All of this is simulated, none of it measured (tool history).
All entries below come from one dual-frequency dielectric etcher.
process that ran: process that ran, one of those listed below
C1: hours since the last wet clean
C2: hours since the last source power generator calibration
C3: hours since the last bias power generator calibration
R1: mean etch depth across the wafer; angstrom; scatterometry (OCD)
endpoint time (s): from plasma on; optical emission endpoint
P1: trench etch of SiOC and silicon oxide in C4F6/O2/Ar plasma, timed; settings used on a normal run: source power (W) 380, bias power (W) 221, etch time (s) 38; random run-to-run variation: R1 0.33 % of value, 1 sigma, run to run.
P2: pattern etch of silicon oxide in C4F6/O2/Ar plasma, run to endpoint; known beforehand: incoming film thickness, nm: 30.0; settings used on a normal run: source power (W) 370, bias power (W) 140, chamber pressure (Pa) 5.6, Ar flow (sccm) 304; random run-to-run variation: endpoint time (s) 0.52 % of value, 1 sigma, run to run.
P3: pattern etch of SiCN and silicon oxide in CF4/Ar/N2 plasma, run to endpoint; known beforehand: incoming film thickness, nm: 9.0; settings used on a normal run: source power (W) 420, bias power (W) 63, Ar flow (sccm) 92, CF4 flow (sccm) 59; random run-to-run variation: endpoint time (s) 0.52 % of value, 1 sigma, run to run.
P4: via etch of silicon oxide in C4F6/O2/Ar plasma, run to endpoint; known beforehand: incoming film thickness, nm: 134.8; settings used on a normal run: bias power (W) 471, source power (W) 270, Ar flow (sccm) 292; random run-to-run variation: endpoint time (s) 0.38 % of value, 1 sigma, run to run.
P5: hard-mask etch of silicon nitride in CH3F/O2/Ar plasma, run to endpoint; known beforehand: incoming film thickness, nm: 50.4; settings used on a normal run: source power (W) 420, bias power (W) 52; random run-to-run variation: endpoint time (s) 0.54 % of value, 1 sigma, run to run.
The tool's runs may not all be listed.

Run 1, hour 5.3: process that ran P1, source power (W) 380, bias power (W) 221, etch time (s) 38; C1 329.9; C2 1930.5; C3 449.9. Result: R1 796.27 angstrom.
Run 2, hour 8.8: process that ran P1, source power (W) 380, bias power (W) 221, etch time (s) 38; C1 333.4; C2 1934; C3 453.4. Result: R1 801.28 angstrom.
Run 3, hour 12.5: process that ran P3, source power (W) 260, bias power (W) 63, Ar flow (sccm) 92, CF4 flow (sccm) 59; C1 337.1; C2 1937.7; C3 457.1. Result: endpoint time (s) 17.59.
Run 4, hour 16.3: process that ran P5, source power (W) 420, bias power (W) 52; C1 340.9; C2 1941.5; C3 460.9. Result: endpoint time (s) 80.477.
Run 5, hour 21.6: process that ran P3, source power (W) 420, bias power (W) 63, Ar flow (sccm) 70, CF4 flow (sccm) 59; C1 346.2; C2 1946.8; C3 466.2. Result: endpoint time (s) 11.078.
Run 6, hour 28.8: process that ran P3, source power (W) 420, bias power (W) 63, Ar flow (sccm) 92, CF4 flow (sccm) 59; C1 353.4; C2 1954; C3 473.4. Result: endpoint time (s) 11.43.
Run 7, hour 34.3: process that ran P2, source power (W) 370, bias power (W) 140, Ar flow (sccm) 304, chamber pressure (Pa) 5.6; C1 358.9; C2 1959.5; C3 478.9. Result: endpoint time (s) 11.344.
Run 8, hour 41.3: process that ran P1, source power (W) 380, bias power (W) 280, etch time (s) 38; C1 365.9; C2 1966.5; C3 485.9. Result: R1 865.74 angstrom.
Run 9, hour 45.9: process that ran P1, source power (W) 380, bias power (W) 141, etch time (s) 38; C1 370.5; C2 1971.1; C3 490.5. Result: R1 696.91 angstrom.
Run 10, hour 50.7: process that ran P2, source power (W) 370, bias power (W) 140, Ar flow (sccm) 207, chamber pressure (Pa) 5.6; C1 375.3; C2 1975.9; C3 495.3. Result: endpoint time (s) 10.945.
Run 11, hour 57.1: process that ran P5, source power (W) 420, bias power (W) 52; C1 381.7; C2 1982.3; C3 501.7. Result: endpoint time (s) 80.906.
Run 12, hour 63.6: process that ran P3, source power (W) 420, bias power (W) 63, Ar flow (sccm) 92, CF4 flow (sccm) 37; C1 388.2; C2 1988.8; C3 508.2. Result: endpoint time (s) 12.513.
Run 13, hour 67.1: process that ran P2, source power (W) 240, bias power (W) 140, Ar flow (sccm) 304, chamber pressure (Pa) 5.6; C1 391.7; C2 1992.3; C3 511.7. Result: endpoint time (s) 13.574.
Run 14, hour 71: process that ran P1, source power (W) 380, bias power (W) 221, etch time (s) 38; C1 395.6; C2 1996.2; C3 515.6. Result: R1 802.11 angstrom.
At hour 77.1: source power generator calibrated.
Run 15, hour 78: process that ran P5, source power (W) 420, bias power (W) 30; C1 402.6; C2 0.9; C3 522.6. Result: endpoint time (s) 94.841.
Run 16, hour 82: process that ran P1, source power (W) 460, bias power (W) 168, etch time (s) 38; C1 406.6; C2 4.9; C3 526.6. Result: R1 792.77 angstrom.
Run 17, hour 87.3: process that ran P2, source power (W) 370, bias power (W) 172, Ar flow (sccm) 304, chamber pressure (Pa) 5.6; C1 411.9; C2 10.2; C3 531.9. Result: endpoint time (s) 10.712.
Run 18, hour 93.3: process that ran P4, source power (W) 270, bias power (W) 471, Ar flow (sccm) 219; C1 417.9; C2 16.2; C3 537.9. Result: endpoint time (s) 33.853.
Run 19, hour 97.9: process that ran P4, source power (W) 270, bias power (W) 277, Ar flow (sccm) 292; C1 422.5; C2 20.8; C3 542.5. Result: endpoint time (s) 42.305.
Run 20, hour 104.7: process that ran P1, source power (W) 290, bias power (W) 221, etch time (s) 38; C1 429.3; C2 27.6; C3 549.3. Result: R1 724.24 angstrom.
Run 21, hour 111.3: process that ran P1, source power (W) 380, bias power (W) 140, etch time (s) 46.5; C1 435.9; C2 34.2; C3 555.9. Result: R1 849.06 angstrom.
Run 22, hour 116: process that ran P3, source power (W) 420, bias power (W) 76, Ar flow (sccm) 92, CF4 flow (sccm) 59; C1 440.6; C2 38.9; C3 560.6. Result: endpoint time (s) 10.781.
Run 23, hour 122.5: process that ran P1, source power (W) 380, bias power (W) 221, etch time (s) 55; C1 447.1; C2 45.4; C3 567.1. Result: R1 1160.1 angstrom.
Run 24, hour 128.8: process that ran P4, source power (W) 270, bias power (W) 471, Ar flow (sccm) 292; C1 453.4; C2 51.7; C3 573.4. Result: endpoint time (s) 34.937.
Run 25, hour 135.3: process that ran P2, source power (W) 370, bias power (W) 140, Ar flow (sccm) 304, chamber pressure (Pa) 3.8; C1 459.9; C2 58.2; C3 579.9. Result: endpoint time (s) 10.822.
Run 26, hour 138.5: process that ran P4, source power (W) 270, bias power (W) 471, Ar flow (sccm) 292; C1 463.1; C2 61.4; C3 583.1. Result: endpoint time (s) 35.002.

Run 27 has not been measured yet. What should we expect?
Run 27, hour 145.4: process that ran P1, source power (W) 380, bias power (W) 221, etch time (s) 38; C1 470; C2 68.3; C3 590. Result: R1 ?.

{"run 27": {"R1": 794.24}}

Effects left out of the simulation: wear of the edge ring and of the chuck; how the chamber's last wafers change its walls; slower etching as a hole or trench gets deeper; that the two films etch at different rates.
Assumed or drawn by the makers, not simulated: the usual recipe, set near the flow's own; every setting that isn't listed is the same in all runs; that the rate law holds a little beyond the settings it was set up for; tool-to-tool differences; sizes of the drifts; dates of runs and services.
